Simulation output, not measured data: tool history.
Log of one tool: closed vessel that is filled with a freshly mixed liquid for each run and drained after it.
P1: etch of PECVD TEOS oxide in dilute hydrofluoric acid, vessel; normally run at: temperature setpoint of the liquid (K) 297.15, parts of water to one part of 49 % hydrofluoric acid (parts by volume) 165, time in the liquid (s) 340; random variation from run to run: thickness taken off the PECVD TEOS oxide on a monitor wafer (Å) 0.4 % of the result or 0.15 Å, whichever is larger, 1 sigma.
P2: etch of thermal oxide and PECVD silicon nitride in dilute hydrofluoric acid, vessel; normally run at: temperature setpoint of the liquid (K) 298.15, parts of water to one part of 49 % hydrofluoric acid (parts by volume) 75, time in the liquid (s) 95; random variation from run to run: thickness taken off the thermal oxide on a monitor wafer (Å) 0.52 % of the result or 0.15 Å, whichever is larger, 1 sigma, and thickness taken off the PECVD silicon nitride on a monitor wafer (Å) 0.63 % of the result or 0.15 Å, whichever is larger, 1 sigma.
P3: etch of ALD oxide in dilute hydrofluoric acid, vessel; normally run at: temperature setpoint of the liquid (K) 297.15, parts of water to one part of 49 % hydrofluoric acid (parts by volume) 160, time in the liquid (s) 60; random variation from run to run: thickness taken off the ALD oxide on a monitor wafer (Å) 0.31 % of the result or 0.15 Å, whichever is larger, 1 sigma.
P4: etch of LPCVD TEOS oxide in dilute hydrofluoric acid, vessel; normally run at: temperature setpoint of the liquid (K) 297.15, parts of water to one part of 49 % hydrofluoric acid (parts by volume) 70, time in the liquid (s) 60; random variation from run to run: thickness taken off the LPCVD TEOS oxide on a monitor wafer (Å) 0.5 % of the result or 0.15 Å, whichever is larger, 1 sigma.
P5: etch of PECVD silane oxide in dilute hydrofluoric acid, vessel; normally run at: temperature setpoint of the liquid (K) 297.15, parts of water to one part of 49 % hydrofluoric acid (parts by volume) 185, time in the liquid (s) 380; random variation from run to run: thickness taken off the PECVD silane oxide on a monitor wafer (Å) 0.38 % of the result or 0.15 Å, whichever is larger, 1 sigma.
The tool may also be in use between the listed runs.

run	hour	process that ran	temperature setpoint of the liquid (K)	parts of water to one part of 49 % hydrofluoric acid (parts by volume)	time in the liquid (s)	thickness taken off the PECVD TEOS oxide on a monitor wafer (Å)	thickness taken off the thermal oxide on a monitor wafer (Å)	thickness taken off the PECVD silicon nitride on a monitor wafer (Å)	thickness taken off the ALD oxide on a monitor wafer (Å)	thickness taken off the PECVD silane oxide on a monitor wafer (Å)	thickness taken off the LPCVD TEOS oxide on a monitor wafer (Å)
1	6.4	P1	297.15	165	340	194.37					
2	17.3	P2	298.15	75	95		62.432	36.806			
3	24.5	P3	297.15	160	60				94.816		
4	35.5	P1	290.65	80	340	339.1					
5	43.9	P1	290.15	165	110	47.611					
6	50.4	P2	298.15	75	95		63.016	36.67			
7	61.2	P3	291.15	160	60				74.374		
8	72.4	P5	297.15	185	655					1013.4	
9	85.5	P4	297.15	70	90						226.74
10	96.4	P2	298.15	75	145		94.971	56.007			
11	109.9	P5	297.15	320	380					297.22	
12	120.2	P1	297.15	165	340	194.03					
13	129.7	P1	297.15	165	340	195.09					
14	144	P4	297.15	70	60						150.05
15	153	P1	292.15	165	70	32.992					
16	161.5	P1	292.15	165	340	159.6					
17	170.3	P4	297.15	70	60						151.42
18	179.5	P4	297.15	130	60						75.527
19	188.9	P3	297.15	160	110				173.69		
20	202.6	P5	297.15	185	380					590.49	
21	216.2	P1	297.15	165	535	305.98					
22	226	P1	297.15	55	340	669.76					
23	238.3	P5	290.15	185	380					447.12	
24	250.5	P2	290.65	75	95		46.713	22.386			
25	260.6	P2	298.15	25	95		199.4	107.85			
26	270.5	P3	297.15	240	60				57.756		
27	281.9	P1	297.15	165	125	71.514					
28	294.4	P1	297.15	165	340	194.94					
29	306.4	P1	297.15	225	340	133.3					
30	314.7	P5	297.15	185	380					591.96	
31	326.7	P4	305.15	70	60						206.15
32	334.5	P1	303.15	165	340	242.45					
33	347.6	P1	297.15	165	340	194.2					
34	353.8	P1	297.15	165	340	199.66					
35	362.4	P1	297.15	165	340	203.94					

Run 36 comes next. What will it give?
36	371.1	P1	297.15	165	340	?					

Run 36 gave thickness taken off the PECVD TEOS oxide on a monitor wafer (Å) 208.62.
